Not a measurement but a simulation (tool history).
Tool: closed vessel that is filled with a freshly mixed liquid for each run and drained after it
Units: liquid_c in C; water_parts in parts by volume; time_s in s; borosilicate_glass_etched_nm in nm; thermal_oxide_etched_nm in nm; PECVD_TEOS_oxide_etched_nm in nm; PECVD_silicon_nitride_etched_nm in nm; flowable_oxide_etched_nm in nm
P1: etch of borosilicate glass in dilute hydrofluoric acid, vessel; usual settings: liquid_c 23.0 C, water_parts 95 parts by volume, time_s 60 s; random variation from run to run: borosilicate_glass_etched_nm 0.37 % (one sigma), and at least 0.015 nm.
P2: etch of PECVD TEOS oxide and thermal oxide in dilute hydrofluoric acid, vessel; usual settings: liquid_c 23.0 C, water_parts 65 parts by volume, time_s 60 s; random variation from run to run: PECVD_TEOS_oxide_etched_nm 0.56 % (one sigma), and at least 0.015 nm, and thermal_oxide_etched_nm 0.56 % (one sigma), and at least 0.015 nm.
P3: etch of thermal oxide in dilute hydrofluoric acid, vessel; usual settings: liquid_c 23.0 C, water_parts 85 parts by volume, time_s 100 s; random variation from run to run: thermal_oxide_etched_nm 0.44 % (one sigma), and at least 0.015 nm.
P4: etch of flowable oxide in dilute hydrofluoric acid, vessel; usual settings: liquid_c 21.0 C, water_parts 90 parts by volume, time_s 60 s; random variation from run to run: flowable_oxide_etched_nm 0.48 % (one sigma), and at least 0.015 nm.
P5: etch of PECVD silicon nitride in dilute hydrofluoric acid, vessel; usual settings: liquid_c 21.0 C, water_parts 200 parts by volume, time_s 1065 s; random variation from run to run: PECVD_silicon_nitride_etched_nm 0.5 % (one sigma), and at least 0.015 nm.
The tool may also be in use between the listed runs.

| run | day | process | liquid_c | water_parts | time_s | hours since the thermometer was replaced | hours since the hydrofluoric acid flow meter was replaced | borosilicate_glass_etched_nm | thermal_oxide_etched_nm | PECVD_TEOS_oxide_etched_nm | PECVD_silicon_nitride_etched_nm | flowable_oxide_etched_nm |
|---|---|---|---|---|---|---|---|---|---|---|---|---|
| 1 | 0.325 | P1 | 23.0 | 95 | 60 | 1265.2 | 514.7 | 16.4780 |  |  |  |  |
| 2 | 0.650 | P3 | 23.0 | 135 | 100 | 1273.0 | 522.5 |  | 3.0295 |  |  |  |
| 3 | 1.033 | P1 | 23.0 | 95 | 60 | 1282.2 | 531.7 | 16.4160 |  |  |  |  |
| 4 | 1.462 | P2 | 23.0 | 65 | 60 | 1292.5 | 542.0 |  | 4.2839 | 17.2760 |  |  |
| 5 | 1.892 | P2 | 23.0 | 20 | 60 | 1302.8 | 552.3 |  | 14.6640 | 59.5900 |  |  |
| 6 | 2.254 | P3 | 23.0 | 85 | 100 | 1311.5 | 561.0 |  | 5.0969 |  |  |  |
| 7 | 2.658 | P5 | 21.0 | 200 | 455 | 1321.2 | 570.7 |  |  |  | 3.2443 |  |
| 8 | 2.900 | P1 | 31.0 | 140 | 60 | 1327.0 | 576.5 | 14.4720 |  |  |  |  |
| 9 | 3.300 | P5 | 28.0 | 200 | 1065 | 1336.6 | 586.1 |  |  |  | 11.7590 |  |
| 10 | 3.621 | P5 | 21.0 | 70 | 1065 | 1344.3 | 593.8 |  |  |  | 21.0170 |  |
| 11 | 4.046 | P3 | 23.0 | 85 | 100 | 1354.5 | 604.0 |  | 5.0995 |  |  |  |
| 12 | 4.242 | P1 | 28.5 | 95 | 60 | 1359.2 | 608.7 | 20.5580 |  |  |  |  |
| 13 | 4.438 | P1 | 23.0 | 95 | 60 | 1363.9 | 613.4 | 16.6140 |  |  |  |  |
| 14 | 4.879 | P1 | 23.0 | 95 | 85 | 1374.5 | 624.0 | 23.4170 |  |  |  |  |
| 15 | 5.125 | P1 | 17.5 | 95 | 60 | 1380.4 | 629.9 | 13.2070 |  |  |  |  |
| 16 | 5.479 | P2 | 17.0 | 65 | 60 | 1388.9 | 638.4 |  | 3.3099 | 13.3830 |  |  |
| 17 | 5.683 | P3 | 23.0 | 85 | 40 | 1393.8 | 643.3 |  | 2.0476 |  |  |  |
| 18 | 5.921 | P1 | 23.0 | 95 | 60 | 1399.5 | 649.0 | 16.6610 |  |  |  |  |
| 19 | 6.221 | P1 | 23.0 | 150 | 60 | 1406.7 | 656.2 | 9.8301 |  |  |  |  |
| 20 | 6.621 | P4 | 21.0 | 90 | 110 | 1416.3 | 665.8 |  |  |  |  | 42.239 |
| 21 | 6.950 | P4 | 21.0 | 40 | 60 | 1424.2 | 673.7 |  |  |  |  | 55.275 |
| 22 | 7.300 | P1 | 23.0 | 95 | 30 | 1432.6 | 682.1 | 8.2628 |  |  |  |  |
| 23 | 7.646 | P1 | 23.0 | 95 | 60 | 1440.9 | 690.4 | 16.5950 |  |  |  |  |
| 24 | 8.029 | P5 | 21.0 | 200 | 1065 | 1450.1 | 699.6 |  |  |  | 7.5723 |  |
| 25 | 8.225 | P3 | 30.0 | 85 | 100 | 1454.8 | 704.3 |  | 6.7202 |  |  |  |
| 26 | 8.588 | P4 | 21.0 | 90 | 60 | 1463.5 | 713.0 |  |  |  |  | 23.043 |
| 27 | 8.854 | P4 | 17.0 | 90 | 60 | 1469.9 | 719.4 |  |  |  |  | 19.632 |
| 28 | 9.258 | P1 | 23.0 | 95 | 60 | 1479.6 | 729.1 | 16.5380 |  |  |  |  |
| 29 | 9.554 | P1 | 23.0 | 50 | 60 | 1486.7 | 736.2 | 33.2030 |  |  |  |  |
| 30 | 9.867 | P2 | 23.0 | 65 | 30 | 1494.2 | 743.7 |  | 2.1231 | 8.6598 |  |  |
| 31 | 10.167 | P1 | 23.0 | 95 | 60 | 1501.4 | 750.9 | 16.7000 |  |  |  |  |
| 32 | 10.538 | P1 | 23.0 | 95 | 60 | 1510.3 | 759.8 | 17.2300 |  |  |  |  |
| 33 | 10.767 | P1 | 23.0 | 95 | 60 | 1515.8 | 765.3 | 17.3430 |  |  |  |  |

Forecast run 34:
| 34 | 11.083 | P1 | 23.0 | 95 | 60 | 1523.4 | 772.9 | ? |  |  |  |  |

Run 34 gave borosilicate_glass_etched_nm 17.6300 nm.
